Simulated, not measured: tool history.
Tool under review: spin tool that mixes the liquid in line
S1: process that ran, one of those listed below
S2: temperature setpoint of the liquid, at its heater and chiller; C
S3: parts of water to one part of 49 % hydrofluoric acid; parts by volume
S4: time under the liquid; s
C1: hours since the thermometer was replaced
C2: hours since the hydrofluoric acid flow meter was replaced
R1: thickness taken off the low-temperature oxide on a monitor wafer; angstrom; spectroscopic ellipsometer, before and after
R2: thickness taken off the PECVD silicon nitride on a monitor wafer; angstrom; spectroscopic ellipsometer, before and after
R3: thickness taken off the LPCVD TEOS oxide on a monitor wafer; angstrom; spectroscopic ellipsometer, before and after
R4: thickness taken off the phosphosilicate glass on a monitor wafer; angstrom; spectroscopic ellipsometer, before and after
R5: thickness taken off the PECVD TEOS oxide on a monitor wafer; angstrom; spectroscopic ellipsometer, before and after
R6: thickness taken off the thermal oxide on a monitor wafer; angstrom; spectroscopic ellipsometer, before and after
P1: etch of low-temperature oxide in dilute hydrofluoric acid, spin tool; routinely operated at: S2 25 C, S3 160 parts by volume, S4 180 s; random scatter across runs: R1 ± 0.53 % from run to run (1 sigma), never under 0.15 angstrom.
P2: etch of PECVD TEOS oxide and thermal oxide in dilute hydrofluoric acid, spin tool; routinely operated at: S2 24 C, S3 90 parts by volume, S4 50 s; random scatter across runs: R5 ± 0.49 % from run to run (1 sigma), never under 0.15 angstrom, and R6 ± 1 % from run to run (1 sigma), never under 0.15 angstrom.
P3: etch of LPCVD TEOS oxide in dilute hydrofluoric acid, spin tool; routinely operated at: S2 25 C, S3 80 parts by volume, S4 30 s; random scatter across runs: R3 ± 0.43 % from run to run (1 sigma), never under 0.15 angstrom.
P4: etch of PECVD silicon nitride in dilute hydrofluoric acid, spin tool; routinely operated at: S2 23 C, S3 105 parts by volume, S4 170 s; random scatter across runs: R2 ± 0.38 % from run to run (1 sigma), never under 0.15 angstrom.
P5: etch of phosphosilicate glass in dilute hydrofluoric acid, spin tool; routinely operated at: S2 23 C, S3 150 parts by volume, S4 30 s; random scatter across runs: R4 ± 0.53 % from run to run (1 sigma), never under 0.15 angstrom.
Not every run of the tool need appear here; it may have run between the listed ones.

| run | hour | S1 | S2 | S3 | S4 | C1 | C2 | R1 | R2 | R3 | R4 | R5 | R6 |
|---|---|---|---|---|---|---|---|---|---|---|---|---|---|
| 1 | 7.3 | P1 | 25 | 160 | 180 | 350.7 | 340.2 | 173.75 |  |  |  |  |  |
| 2 | 17.6 | P4 | 23 | 155 | 170 | 361 | 350.5 |  | 37.384 |  |  |  |  |
| 3 | 27.9 | P1 | 31 | 280 | 180 | 371.3 | 360.8 | 104.78 |  |  |  |  |  |
| 4 | 37.5 | P3 | 25 | 80 | 15 | 380.9 | 370.4 |  |  | 111.99 |  |  |  |
| 5 | 44.9 | P1 | 25 | 160 | 180 | 388.3 | 377.8 | 173.77 |  |  |  |  |  |
| 6 | 52.5 | P4 | 17 | 105 | 170 | 395.9 | 385.4 |  | 36.334 |  |  |  |  |
| 7 | 58.3 | P1 | 25 | 230 | 60 | 401.7 | 391.2 | 37.179 |  |  |  |  |  |
| 8 | 68.8 | P3 | 25 | 80 | 30 | 412.2 | 401.7 |  |  | 221.48 |  |  |  |
| 9 | 76.2 | P3 | 25 | 40 | 30 | 419.6 | 409.1 |  |  | 464.98 |  |  |  |
| 10 | 81.4 | P4 | 23 | 105 | 170 | 424.8 | 414.3 |  | 54.613 |  |  |  |  |
| 11 | 88.6 | P1 | 17 | 160 | 180 | 432 | 421.5 | 126.63 |  |  |  |  |  |
| 12 | 97.6 | P5 | 23 | 255 | 30 | 441 | 430.5 |  |  |  | 167.96 |  |  |
| 13 | 102.5 | P1 | 25 | 160 | 180 | 445.9 | 435.4 | 173.44 |  |  |  |  |  |
| 14 | 109.4 | P2 | 32 | 90 | 50 | 452.8 | 442.3 |  |  |  |  | 95.638 | 36.609 |
| 15 | 119.7 | P1 | 25 | 160 | 15 | 463.1 | 452.6 | 14.433 |  |  |  |  |  |
| 16 | 127.6 | P1 | 31.5 | 280 | 180 | 471 | 460.5 | 108.65 |  |  |  |  |  |
| 17 | 137.8 | P5 | 23 | 150 | 15 | 481.2 | 470.7 |  |  |  | 159.87 |  |  |
| 18 | 143.9 | P2 | 24 | 90 | 50 | 487.3 | 476.8 |  |  |  |  | 69.958 | 26.995 |
| 19 | 153.9 | P2 | 24 | 160 | 50 | 497.3 | 486.8 |  |  |  |  | 36.005 | 13.795 |
| 20 | 160.9 | P1 | 25 | 255 | 180 | 504.3 | 493.8 | 96.553 |  |  |  |  |  |
| 21 | 168 | P1 | 25 | 35 | 180 | 511.4 | 500.9 | 939.39 |  |  |  |  |  |
| 22 | 178.2 | P5 | 17 | 150 | 30 | 521.6 | 511.1 |  |  |  | 252.05 |  |  |
| 23 | 186.2 | P3 | 25 | 80 | 30 | 529.6 | 519.1 |  |  | 223.09 |  |  |  |
| 24 | 193.9 | P4 | 23 | 105 | 45 | 537.3 | 526.8 |  | 14.406 |  |  |  |  |
| 25 | 202.5 | P2 | 24 | 90 | 15 | 545.9 | 535.4 |  |  |  |  | 21.017 | 8.1099 |
| 26 | 208.3 | P3 | 32 | 80 | 30 | 551.7 | 541.2 |  |  | 290.51 |  |  |  |
| 27 | 215 | P1 | 32 | 160 | 180 | 558.4 | 547.9 | 223.56 |  |  |  |  |  |
| 28 | 221.2 | P2 | 24 | 90 | 50 | 564.6 | 554.1 |  |  |  |  | 69.828 | 27.347 |
| 29 | 229.4 | P1 | 25 | 160 | 180 | 572.8 | 562.3 | 173.52 |  |  |  |  |  |

The next listed run, before its measurement:
| 30 | 236.1 | P1 | 25 | 160 | 180 | 579.5 | 569 | ? |  |  |  |  |  |

Run 30 produced R1 171.22 angstrom.
